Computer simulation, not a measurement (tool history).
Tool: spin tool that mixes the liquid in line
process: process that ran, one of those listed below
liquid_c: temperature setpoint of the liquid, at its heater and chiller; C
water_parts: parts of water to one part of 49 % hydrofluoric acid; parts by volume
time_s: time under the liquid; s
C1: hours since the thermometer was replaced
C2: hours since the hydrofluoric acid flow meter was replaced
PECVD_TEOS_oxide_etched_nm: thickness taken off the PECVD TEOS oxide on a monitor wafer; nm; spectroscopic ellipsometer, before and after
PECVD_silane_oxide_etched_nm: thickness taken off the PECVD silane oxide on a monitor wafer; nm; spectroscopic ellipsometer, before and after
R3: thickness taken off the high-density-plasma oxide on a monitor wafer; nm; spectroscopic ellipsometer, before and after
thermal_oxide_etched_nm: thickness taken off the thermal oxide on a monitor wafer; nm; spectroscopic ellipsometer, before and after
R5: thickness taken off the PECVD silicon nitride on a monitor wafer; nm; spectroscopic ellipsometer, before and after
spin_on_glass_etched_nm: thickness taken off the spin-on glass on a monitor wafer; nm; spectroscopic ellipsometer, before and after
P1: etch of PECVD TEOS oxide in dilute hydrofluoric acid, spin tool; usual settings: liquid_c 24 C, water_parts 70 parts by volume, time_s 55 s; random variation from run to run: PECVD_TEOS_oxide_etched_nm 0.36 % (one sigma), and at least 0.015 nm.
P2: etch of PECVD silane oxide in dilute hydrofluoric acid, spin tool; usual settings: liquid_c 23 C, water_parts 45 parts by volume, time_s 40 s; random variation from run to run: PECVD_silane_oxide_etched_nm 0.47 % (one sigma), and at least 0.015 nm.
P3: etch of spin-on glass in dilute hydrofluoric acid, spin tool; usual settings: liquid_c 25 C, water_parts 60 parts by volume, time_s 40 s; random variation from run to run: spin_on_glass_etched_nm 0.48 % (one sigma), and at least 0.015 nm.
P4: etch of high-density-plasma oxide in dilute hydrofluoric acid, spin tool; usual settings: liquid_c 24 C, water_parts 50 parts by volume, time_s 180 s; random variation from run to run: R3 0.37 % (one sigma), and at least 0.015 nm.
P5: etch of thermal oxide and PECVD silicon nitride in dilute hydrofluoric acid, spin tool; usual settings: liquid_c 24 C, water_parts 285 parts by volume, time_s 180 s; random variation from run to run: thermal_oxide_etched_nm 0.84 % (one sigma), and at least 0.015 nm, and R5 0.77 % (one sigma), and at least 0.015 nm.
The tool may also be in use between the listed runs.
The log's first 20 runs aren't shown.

run 21 hour=162.2 | process=P2 liquid_c=23 water_parts=45 time_s=15 | C1=755.6 C2=463.7 | PECVD_silane_oxide_etched_nm=7.5481
run 22 hour=167.6 | process=P2 liquid_c=23 water_parts=45 time_s=40 | C1=761 C2=469.1 | PECVD_silane_oxide_etched_nm=20.354
run 23 hour=176.3 | process=P1 liquid_c=24 water_parts=70 time_s=110 | C1=769.7 C2=477.8 | PECVD_TEOS_oxide_etched_nm=46.883
run 24 hour=186.7 | process=P1 liquid_c=24 water_parts=70 time_s=25 | C1=780.1 C2=488.2 | PECVD_TEOS_oxide_etched_nm=10.553
run 25 hour=195.2 | process=P5 liquid_c=24 water_parts=285 time_s=180 | C1=788.6 C2=496.7 | thermal_oxide_etched_nm=2.3925 R5=3.668
run 26 hour=201 | process=P1 liquid_c=27.5 water_parts=20 time_s=55 | C1=794.4 C2=502.5 | PECVD_TEOS_oxide_etched_nm=101.23
run 27 hour=207.9 | process=P4 liquid_c=30.5 water_parts=50 time_s=180 | C1=801.3 C2=509.4 | R3=25.288
run 28 hour=214.4 | process=P2 liquid_c=31 water_parts=45 time_s=40 | C1=807.8 C2=515.9 | PECVD_silane_oxide_etched_nm=28.05
run 29 hour=221.6 | process=P3 liquid_c=25 water_parts=60 time_s=40 | C1=815 C2=523.1 | spin_on_glass_etched_nm=33.339
run 30 hour=231.5 | process=P1 liquid_c=24 water_parts=70 time_s=55 | C1=824.9 C2=533 | PECVD_TEOS_oxide_etched_nm=23.477
run 31 hour=236.7 | process=P1 liquid_c=24 water_parts=70 time_s=55 | C1=830.1 C2=538.2 | PECVD_TEOS_oxide_etched_nm=23.422

Forecast run 32:
run 32 hour=245.1 | process=P1 liquid_c=24 water_parts=70 time_s=55 | C1=838.5 C2=546.6 | PECVD_TEOS_oxide_etched_nm=?

PECVD_TEOS_oxide_etched_nm: 24.131 nm
